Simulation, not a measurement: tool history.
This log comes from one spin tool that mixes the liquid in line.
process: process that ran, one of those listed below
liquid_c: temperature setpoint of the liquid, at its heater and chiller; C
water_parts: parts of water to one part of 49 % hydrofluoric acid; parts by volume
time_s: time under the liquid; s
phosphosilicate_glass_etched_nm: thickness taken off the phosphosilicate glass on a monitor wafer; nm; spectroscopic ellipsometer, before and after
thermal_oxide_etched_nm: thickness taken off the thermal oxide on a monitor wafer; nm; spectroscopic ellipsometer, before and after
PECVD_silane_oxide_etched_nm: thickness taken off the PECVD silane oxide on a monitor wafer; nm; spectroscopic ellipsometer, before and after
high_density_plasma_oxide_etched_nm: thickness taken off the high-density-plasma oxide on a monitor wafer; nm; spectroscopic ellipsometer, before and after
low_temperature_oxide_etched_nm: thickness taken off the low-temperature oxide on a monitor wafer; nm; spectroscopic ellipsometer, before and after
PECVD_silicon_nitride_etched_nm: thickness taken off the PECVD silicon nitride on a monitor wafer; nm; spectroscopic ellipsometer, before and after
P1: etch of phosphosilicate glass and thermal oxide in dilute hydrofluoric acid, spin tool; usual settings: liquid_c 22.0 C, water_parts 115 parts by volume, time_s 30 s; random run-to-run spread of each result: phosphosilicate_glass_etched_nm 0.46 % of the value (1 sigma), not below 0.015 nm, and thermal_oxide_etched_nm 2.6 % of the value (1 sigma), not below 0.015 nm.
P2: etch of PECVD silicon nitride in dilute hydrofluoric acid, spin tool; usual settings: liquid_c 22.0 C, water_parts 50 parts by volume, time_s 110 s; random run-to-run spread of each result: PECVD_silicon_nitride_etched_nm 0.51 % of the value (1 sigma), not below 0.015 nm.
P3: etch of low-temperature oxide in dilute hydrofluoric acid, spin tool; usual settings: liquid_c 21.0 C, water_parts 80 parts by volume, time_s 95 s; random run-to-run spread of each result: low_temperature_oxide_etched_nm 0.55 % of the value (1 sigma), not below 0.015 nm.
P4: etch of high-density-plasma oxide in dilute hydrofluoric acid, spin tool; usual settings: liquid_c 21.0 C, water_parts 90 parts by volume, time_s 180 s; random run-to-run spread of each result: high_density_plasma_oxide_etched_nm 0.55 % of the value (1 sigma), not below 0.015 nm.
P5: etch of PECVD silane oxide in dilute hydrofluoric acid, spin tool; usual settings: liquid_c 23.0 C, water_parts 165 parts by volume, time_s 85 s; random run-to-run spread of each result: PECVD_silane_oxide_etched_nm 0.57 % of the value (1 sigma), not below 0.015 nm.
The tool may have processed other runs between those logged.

run   hour  process  liquid_c  water_parts  time_s  hours since the thermometer was replaced  hours since the hydrofluoric acid flow meter was replaced  phosphosilicate_glass_etched_nm  thermal_oxide_etched_nm  PECVD_silane_oxide_etched_nm  high_density_plasma_oxide_etched_nm  low_temperature_oxide_etched_nm  PECVD_silicon_nitride_etched_nm
  1    2.8       P1      22.0          115      30                                     733.5                                                      647.2                           30.144                  1.08290
  2    6.1       P5      23.0          165      85                                     736.8                                                      650.5                                                                                  18.359
  3    9.3       P4      21.0           90     180                                     740.0                                                      653.7                                                                                                                       9.1063
  4   13.0       P3      21.0           40      95                                     743.7                                                      657.4                                                                                                                                                       35.7730
  5   15.3       P2      22.0           50     110                                     746.0                                                      659.7                                                                                                                                                                                         6.5007
  6   17.5       P5      17.0          165      85                                     748.2                                                      661.9                                                                                  14.551
  7   21.1       P3      21.0           80      95                                     751.8                                                      665.5                                                                                                                                                       16.9890
  8   25.2       P2      17.0           50     110                                     755.9                                                      669.6                                                                                                                                                                                         4.6438
  9   29.5       P1      22.0          115      15                                     760.2                                                      673.9                           15.081                  0.52485
 10   33.3       P1      22.0          115      30                                     764.0                                                      677.7                           30.113                  1.01680
 11   37.0       P2      22.0           50     190                                     767.7                                                      681.4                                                                                                                                                                                        11.3370
 12   40.4       P2      22.0           50     110                                     771.1                                                      684.8                                                                                                                                                                                         6.4852
 13   44.0       P1      22.0          115      30                                     774.7                                                      688.4                           29.982                  1.11110
 14   46.6       P1      27.5          115      60                                     777.3                                                      691.0                           74.323                  2.64770
 15   50.0       P2      22.0           80     110                                     780.7                                                      694.4                                                                                                                                                                                         4.1155
 16   52.5       P1      27.0          115      30                                     783.2                                                      696.9                           36.434                  1.25800
 17   56.0       P1      22.0          115      30                                     786.7                                                      700.4                           30.060                  1.03770
 18   59.7       P5      23.0           55      85                                     790.4                                                      704.1                                                                                  62.673
 19   63.6       P1      22.0           35      30                                     794.3                                                      708.0                          108.860                  3.67810
 20   67.1       P4      27.5           90     180                                     797.8                                                      711.5                                                                                                                      11.6550
 21   69.2       P5      23.0          165     165                                     799.9                                                      713.6                                                                                  35.527
 22   72.3       P1      27.5          185      30                                     803.0                                                      716.7                           21.362                  0.76775
 23   76.2       P1      22.0          115      30                                     806.9                                                      720.6                           29.995                  0.99799
 24   79.3       P3      21.0           80      45                                     810.0                                                      723.7                                                                                                                                                        8.0475
 25   82.3       P3      25.0           80      95                                     813.0                                                      726.7                                                                                                                                                       20.0020
 26   84.2       P1      22.0          190      30                                     814.9                                                      728.6                           16.871                  0.60222
 27   86.6       P1      17.0          115      30                                     817.3                                                      731.0                           24.522                  0.81559
 28   91.0       P5      23.0          165      85                                     821.7                                                      735.4                                                                                  18.131
 29   94.0       P1      22.0           25      15                                     824.7                                                      738.4                           77.640                  2.63730
 30   96.6       P1      22.0          115      45                                     827.3                                                      741.0                           45.387                  1.60020
 31   99.7       P4      21.0           90      30                                     830.4                                                      744.1                                                                                                                       1.5262
 32  102.6       P4      21.0          150     180                                     833.3                                                      747.0                                                                                                                       5.0317
 33  106.9       P1      22.0          115      30                                     837.6                                                      751.3                           29.993                  1.06620
 34  109.6       P1      22.0          115      30                                     840.3                                                      754.0                           29.671                  1.02250
 35  113.5       P1      22.0          115      30                                     844.2                                                      757.9                           29.008                  1.02820
 36  117.0       P1      22.0          115      30                                     847.7                                                      761.4                           28.463                  0.98523
 37  119.0       P1      22.0          115      30                                     849.7                                                      763.4                           28.335                  0.98164
 38  120.9       P1      22.0          115      30                                     851.6                                                      765.3                           28.244                  0.94159

What will run 39 give?
 39  124.4       P1      22.0          115      30                                     855.1                                                      768.8                                ?                        ?

{"run 39": {"phosphosilicate_glass_etched_nm": 28.114, "thermal_oxide_etched_nm": 1.0124}}
